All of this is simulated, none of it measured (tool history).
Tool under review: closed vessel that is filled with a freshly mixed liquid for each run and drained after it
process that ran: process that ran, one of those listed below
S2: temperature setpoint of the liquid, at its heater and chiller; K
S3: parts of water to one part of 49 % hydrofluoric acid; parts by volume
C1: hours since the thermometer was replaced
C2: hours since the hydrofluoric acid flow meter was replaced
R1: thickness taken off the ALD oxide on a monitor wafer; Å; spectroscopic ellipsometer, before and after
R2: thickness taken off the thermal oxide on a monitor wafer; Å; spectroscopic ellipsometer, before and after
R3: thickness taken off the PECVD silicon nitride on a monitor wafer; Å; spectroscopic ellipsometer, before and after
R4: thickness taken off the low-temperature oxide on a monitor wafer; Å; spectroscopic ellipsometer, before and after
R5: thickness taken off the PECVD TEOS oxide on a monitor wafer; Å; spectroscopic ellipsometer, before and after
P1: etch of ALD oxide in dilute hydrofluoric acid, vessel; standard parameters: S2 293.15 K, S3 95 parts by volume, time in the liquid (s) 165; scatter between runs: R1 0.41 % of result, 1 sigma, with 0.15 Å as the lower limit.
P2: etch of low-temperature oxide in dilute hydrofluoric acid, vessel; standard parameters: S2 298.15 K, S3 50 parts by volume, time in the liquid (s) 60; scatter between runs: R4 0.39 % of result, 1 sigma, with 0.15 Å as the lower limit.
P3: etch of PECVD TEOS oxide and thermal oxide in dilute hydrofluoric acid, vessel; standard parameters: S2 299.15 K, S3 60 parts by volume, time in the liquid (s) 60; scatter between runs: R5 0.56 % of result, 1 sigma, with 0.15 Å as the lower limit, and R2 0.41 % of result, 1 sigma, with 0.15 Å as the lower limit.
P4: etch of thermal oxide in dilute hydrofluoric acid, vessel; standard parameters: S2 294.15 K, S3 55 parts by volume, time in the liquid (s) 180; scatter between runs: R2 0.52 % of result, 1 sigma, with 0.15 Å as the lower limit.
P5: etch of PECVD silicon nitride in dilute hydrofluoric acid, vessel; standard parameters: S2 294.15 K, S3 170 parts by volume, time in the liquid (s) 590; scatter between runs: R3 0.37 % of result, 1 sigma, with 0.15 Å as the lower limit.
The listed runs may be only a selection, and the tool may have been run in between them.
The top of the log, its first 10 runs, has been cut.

{"run": 11, "hour": 140.5, "process that ran": "P1", "S2": 293.15, "S3": 95, "time in the liquid (s)": 165, "C1": 835.1, "C2": 219.3, "R1": 194.53}
{"run": 12, "hour": 151.2, "process that ran": "P1", "S2": 301.15, "S3": 95, "time in the liquid (s)": 165, "C1": 845.8, "C2": 230.0, "R1": 265.51}
{"run": 13, "hour": 167.1, "process that ran": "P5", "S2": 294.15, "S3": 170, "time in the liquid (s)": 590, "C1": 861.7, "C2": 245.9, "R3": 62.636}
{"run": 14, "hour": 182.4, "process that ran": "P4", "S2": 294.15, "S3": 55, "time in the liquid (s)": 180, "C1": 877.0, "C2": 261.2, "R2": 146.23}
{"run": 15, "hour": 195.7, "process that ran": "P2", "S2": 305.65, "S3": 50, "time in the liquid (s)": 60, "C1": 890.3, "C2": 274.5, "R4": 315.74}
{"run": 16, "hour": 207.6, "process that ran": "P1", "S2": 290.15, "S3": 95, "time in the liquid (s)": 165, "C1": 902.2, "C2": 286.4, "R1": 170.11}
{"run": 17, "hour": 218.1, "process that ran": "P5", "S2": 294.15, "S3": 170, "time in the liquid (s)": 1005, "C1": 912.7, "C2": 296.9, "R3": 106.64}
{"run": 18, "hour": 233.9, "process that ran": "P2", "S2": 298.15, "S3": 50, "time in the liquid (s)": 60, "C1": 928.5, "C2": 312.7, "R4": 234.42}
{"run": 19, "hour": 250.6, "process that ran": "P1", "S2": 296.65, "S3": 95, "time in the liquid (s)": 290, "C1": 945.2, "C2": 329.4, "R1": 390.18}
{"run": 20, "hour": 266.8, "process that ran": "P3", "S2": 299.15, "S3": 60, "time in the liquid (s)": 30, "C1": 961.4, "C2": 345.6, "R2": 27.018, "R5": 106.04}
{"run": 21, "hour": 275.5, "process that ran": "P1", "S2": 293.15, "S3": 95, "time in the liquid (s)": 165, "C1": 970.1, "C2": 354.3, "R1": 193.03}
{"run": 22, "hour": 286.0, "process that ran": "P3", "S2": 299.15, "S3": 60, "time in the liquid (s)": 60, "C1": 980.6, "C2": 364.8, "R2": 54.144, "R5": 210.81}
{"run": 23, "hour": 297.2, "process that ran": "P4", "S2": 294.15, "S3": 90, "time in the liquid (s)": 180, "C1": 991.8, "C2": 376.0, "R2": 87.245}
{"run": 24, "hour": 314.4, "process that ran": "P1", "S2": 293.15, "S3": 95, "time in the liquid (s)": 30, "C1": 1009.0, "C2": 393.2, "R1": 34.725}
{"run": 25, "hour": 324.5, "process that ran": "P3", "S2": 299.15, "S3": 20, "time in the liquid (s)": 60, "C1": 1019.1, "C2": 403.3, "R2": 170.31, "R5": 672.7}
{"run": 26, "hour": 339.8, "process that ran": "P2", "S2": 298.15, "S3": 50, "time in the liquid (s)": 60, "C1": 1034.4, "C2": 418.6, "R4": 236.81}
{"run": 27, "hour": 352.7, "process that ran": "P3", "S2": 299.15, "S3": 60, "time in the liquid (s)": 60, "C1": 1047.3, "C2": 431.5, "R2": 53.649, "R5": 211.75}
{"run": 28, "hour": 364.0, "process that ran": "P1", "S2": 293.15, "S3": 95, "time in the liquid (s)": 165, "C1": 1058.6, "C2": 442.8, "R1": 193.61}
{"run": 29, "hour": 372.6, "process that ran": "P5", "S2": 290.15, "S3": 170, "time in the liquid (s)": 590, "C1": 1067.2, "C2": 451.4, "R3": 47.887}
{"run": 30, "hour": 383.9, "process that ran": "P4", "S2": 294.15, "S3": 55, "time in the liquid (s)": 180, "C1": 1078.5, "C2": 462.7, "R2": 147.76}
{"run": 31, "hour": 392.7, "process that ran": "P4", "S2": 290.15, "S3": 55, "time in the liquid (s)": 180, "C1": 1087.3, "C2": 471.5, "R2": 125.5}
{"run": 32, "hour": 410.9, "process that ran": "P2", "S2": 298.15, "S3": 20, "time in the liquid (s)": 60, "C1": 1105.5, "C2": 489.7, "R4": 611.28}
{"run": 33, "hour": 421.1, "process that ran": "P1", "S2": 293.15, "S3": 95, "time in the liquid (s)": 165, "C1": 1115.7, "C2": 499.9, "R1": 194.06}
{"run": 34, "hour": 432.3, "process that ran": "P1", "S2": 293.15, "S3": 95, "time in the liquid (s)": 165, "C1": 1126.9, "C2": 511.1, "R1": 187.3}

Run 35 is up next; what results do you expect?
{"run": 35, "hour": 449.2, "process that ran": "P1", "S2": 293.15, "S3": 95, "time in the liquid (s)": 165, "C1": 1143.8, "C2": 528.0, "R1": "?"}

{"run 35": {"R1": 182.59}}

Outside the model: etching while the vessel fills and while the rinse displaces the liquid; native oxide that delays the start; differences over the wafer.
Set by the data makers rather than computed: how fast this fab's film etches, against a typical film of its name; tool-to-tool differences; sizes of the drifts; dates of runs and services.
